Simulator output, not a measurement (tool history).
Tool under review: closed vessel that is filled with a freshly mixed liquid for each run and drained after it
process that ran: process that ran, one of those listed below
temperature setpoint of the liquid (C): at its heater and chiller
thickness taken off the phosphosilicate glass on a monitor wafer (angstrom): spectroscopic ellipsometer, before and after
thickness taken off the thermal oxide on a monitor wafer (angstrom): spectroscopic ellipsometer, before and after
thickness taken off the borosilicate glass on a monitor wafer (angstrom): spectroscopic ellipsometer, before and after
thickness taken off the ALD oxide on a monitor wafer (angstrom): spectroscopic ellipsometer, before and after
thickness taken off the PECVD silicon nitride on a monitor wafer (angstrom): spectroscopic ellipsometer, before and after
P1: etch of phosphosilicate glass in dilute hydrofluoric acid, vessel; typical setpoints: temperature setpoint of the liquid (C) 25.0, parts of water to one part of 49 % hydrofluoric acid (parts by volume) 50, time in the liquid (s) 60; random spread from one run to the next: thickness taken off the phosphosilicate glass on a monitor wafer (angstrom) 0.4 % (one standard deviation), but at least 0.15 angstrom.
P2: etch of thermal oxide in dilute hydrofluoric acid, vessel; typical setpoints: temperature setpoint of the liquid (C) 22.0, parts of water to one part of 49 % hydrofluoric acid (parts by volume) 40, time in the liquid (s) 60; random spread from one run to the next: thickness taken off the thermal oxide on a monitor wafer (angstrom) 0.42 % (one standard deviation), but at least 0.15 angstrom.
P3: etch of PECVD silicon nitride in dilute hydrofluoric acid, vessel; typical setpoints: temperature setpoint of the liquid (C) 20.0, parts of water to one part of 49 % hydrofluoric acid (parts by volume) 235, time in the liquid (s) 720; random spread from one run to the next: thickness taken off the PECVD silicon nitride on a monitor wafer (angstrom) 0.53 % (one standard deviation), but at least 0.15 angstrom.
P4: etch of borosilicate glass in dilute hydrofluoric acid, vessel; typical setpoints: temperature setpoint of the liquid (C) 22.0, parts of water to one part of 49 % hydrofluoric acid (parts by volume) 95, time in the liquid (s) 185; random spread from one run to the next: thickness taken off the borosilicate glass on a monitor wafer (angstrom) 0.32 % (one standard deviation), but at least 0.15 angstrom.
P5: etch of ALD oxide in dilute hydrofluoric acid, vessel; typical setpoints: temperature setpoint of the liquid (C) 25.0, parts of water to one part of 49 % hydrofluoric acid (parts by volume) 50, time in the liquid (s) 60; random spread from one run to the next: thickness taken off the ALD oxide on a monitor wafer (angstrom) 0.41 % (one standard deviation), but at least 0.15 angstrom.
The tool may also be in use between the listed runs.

run   hour  process that ran  temperature setpoint of the liquid (C)  parts of water to one part of 49 % hydrofluoric acid (parts by volume)  time in the liquid (s)  hours since the thermometer was replaced  hours since the hydrofluoric acid flow meter was replaced  thickness taken off the phosphosilicate glass on a monitor wafer (angstrom)  thickness taken off the thermal oxide on a monitor wafer (angstrom)  thickness taken off the borosilicate glass on a monitor wafer (angstrom)  thickness taken off the ALD oxide on a monitor wafer (angstrom)  thickness taken off the PECVD silicon nitride on a monitor wafer (angstrom)
  1    5.1                P1                                    25.0                                                                      50                      60                                    1286.7                                                      385.4                                                                      2392.60
  2   12.8                P1                                    20.0                                                                      50                     100                                    1294.4                                                      393.1                                                                      3240.90
  3   18.0                P1                                    25.0                                                                      85                      30                                    1299.6                                                      398.3                                                                       669.78
  4   23.4                P2                                    22.0                                                                      40                      60                                    1305.0                                                      403.7                                                                                                                                            69.640
  5   29.7                P4                                    22.0                                                                      50                     185                                    1311.3                                                      410.0                                                                                                                                                                                                                      982.99
  6   34.9                P5                                    20.0                                                                      50                      60                                    1316.5                                                      415.2                                                                                                                                                                                                                                                                                       276.23
  7   40.7                P2                                    17.0                                                                      40                      60                                    1322.3                                                      421.0                                                                                                                                            56.089
  8   44.7                P3                                    20.0                                                                     235                      70                                    1326.3                                                      425.0                                                                                                                                                                                                                                                                                                                                                                    11.819
  9   51.3                P1                                    25.0                                                                      50                      60                                    1332.9                                                      431.6                                                                      2387.30
 10   57.5                P4                                    22.0                                                                      95                     185                                    1339.1                                                      437.8                                                                                                                                                                                                                      491.78
 11   62.5                P1                                    25.0                                                                      50                      60                                    1344.1                                                      442.8                                                                      2390.40
 12   70.4                P2                                    22.0                                                                      40                     115                                    1352.0                                                      450.7                                                                                                                                           134.200
 13   74.8                P2                                    22.0                                                                      20                      60                                    1356.4                                                      455.1                                                                                                                                           143.450
 14   81.3                P1                                    25.0                                                                      50                      35                                    1362.9                                                      461.6                                                                      1393.00
 15   86.7                P5                                    25.0                                                                      50                      60                                    1368.3                                                      467.0                                                                                                                                                                                                                                                                                       341.40
 16   93.4                P1                                    25.0                                                                      25                      60                                    1375.0                                                      473.7                                                                      5003.10
 17  101.4                P3                                    20.0                                                                     235                     720                                    1383.0                                                      481.7                                                                                                                                                                                                                                                                                                                                                                   122.860
     104.6  -- thermometer replaced
 18  108.0                P1                                    25.0                                                                      50                      60                                       3.4                                                      488.3                                                                      2389.60
 19  113.9                P4                                    17.5                                                                      95                     185                                       9.3                                                      494.2                                                                                                                                                                                                                      408.34
 20  120.7                P1                                    33.5                                                                      50                      60                                      16.1                                                      501.0                                                                      3343.50
 21  125.0                P3                                    17.0                                                                     235                     720                                      20.4                                                      505.3                                                                                                                                                                                                                                                                                                                                                                    99.663
 22  133.2                P5                                    25.0                                                                      50                      30                                      28.6                                                      513.5                                                                                                                                                                                                                                                                                       170.85
 23  137.0                P4                                    22.0                                                                      95                     185                                      32.4                                                      517.3                                                                                                                                                                                                                      490.84
 24  141.5                P5                                    25.0                                                                      70                      60                                      36.9                                                      521.8                                                                                                                                                                                                                                                                                       237.10
 25  147.8                P1                                    25.0                                                                      50                     100                                      43.2                                                      528.1                                                                      3976.80
 26  151.5                P4                                    22.0                                                                      95                      70                                      46.9                                                      531.8                                                                                                                                                                                                                      185.45
 27  159.5                P1                                    19.5                                                                      50                      60                                      54.9                                                      539.8                                                                      1906.40
 28  165.2                P1                                    25.0                                                                      50                      60                                      60.6                                                      545.5                                                                      2389.50
 29  170.9                P1                                    25.0                                                                      50                      60                                      66.3                                                      551.2                                                                      2376.00
 30  177.1                P3                                    20.0                                                                      50                     720                                      72.5                                                      557.4                                                                                                                                                                                                                                                                                                                                                                   546.180
 31  183.8                P1                                    25.0                                                                      80                      60                                      79.2                                                      564.1                                                                      1435.50
 32  190.3                P1                                    25.0                                                                      50                      60                                      85.7                                                      570.6                                                                      2409.70
 33  196.8                P1                                    25.0                                                                      50                      60                                      92.2                                                      577.1                                                                      2329.50
 34  204.9                P1                                    25.0                                                                      50                      60                                     100.3                                                      585.2                                                                      2243.50
 35  210.8                P1                                    25.0                                                                      50                      60                                     106.2                                                      591.1                                                                      2231.70
 36  216.3                P1                                    25.0                                                                      50                      60                                     111.7                                                      596.6                                                                      2210.80
 37  221.7                P1                                    25.0                                                                      50                      60                                     117.1                                                      602.0                                                                      2212.40
 38  228.4                P1                                    25.0                                                                      50                      60                                     123.8                                                      608.7                                                                      2198.70
 39  232.5                P1                                    25.0                                                                      50                      60                                     127.9                                                      612.8                                                                      2191.30
 40  237.7                P1                                    25.0                                                                      50                      60                                     133.1                                                      618.0                                                                      2192.30
 41  241.6                P1                                    25.0                                                                      50                      60                                     137.0                                                      621.9                                                                      2182.20
 42  248.1                P1                                    25.0                                                                      50                      60                                     143.5                                                      628.4                                                                      2191.70

P1 has crept away from where it was. The log is fitted equally well by each of these 2 causes, at the sizes shown:
A: hydrofluoric acid flow below the setpoint (%) = 8.11
B: liquid colder than its thermometer reads (K) = 2.2
Creep in the process output first set in at about hour 190.3.

Listed below are the offered check runs, one wafer per run, with question marks in place of results. For which of them would the causes give clearly different outcomes?
check 1  254.6                P4                                    22.0                                                                      95                     185                                                                                                                                                                                                                                                                                                                                ?
check 2  254.6                P3                                    20.0                                                                     235                     720                                                                                                                                                                                                                                                                                                                                                                                                                                                                              ?
check 3  254.6                P2                                    22.0                                                                      40                      60                                                                                                                                                                                                                                                      ?
check 4  254.6                P5                                    25.0                                                                      50                      60                                                                                                                                                                                                                                                                                                                                                                                                 ?

If the cause were each of the candidates in turn, the checks would give the following:
  check                                                                       result     if A     if B
check 1     thickness taken off the borosilicate glass on a monitor wafer (angstrom)   446.89   448.87
check 2  thickness taken off the PECVD silicon nitride on a monitor wafer (angstrom)  111.700  104.960
check 3          thickness taken off the thermal oxide on a monitor wafer (angstrom)   63.810   63.529
check 4              thickness taken off the ALD oxide on a monitor wafer (angstrom)   311.28   311.24
Per-check spread between the two closest causes, in the result where they differ most: check 1 0.44 %; check 2 6.22 %; check 3 0.44 %; check 4 0.01 %
Check 2 distinguishes between the causes, while the remaining checks would return nearly the same result for all of them.

Check 2 was carried out, with these results: thickness taken off the PECVD silicon nitride on a monitor wafer (angstrom) 104.280. Which of the listed causes is responsible?

Of the candidate causes, it is B: liquid colder than its thermometer reads (K).

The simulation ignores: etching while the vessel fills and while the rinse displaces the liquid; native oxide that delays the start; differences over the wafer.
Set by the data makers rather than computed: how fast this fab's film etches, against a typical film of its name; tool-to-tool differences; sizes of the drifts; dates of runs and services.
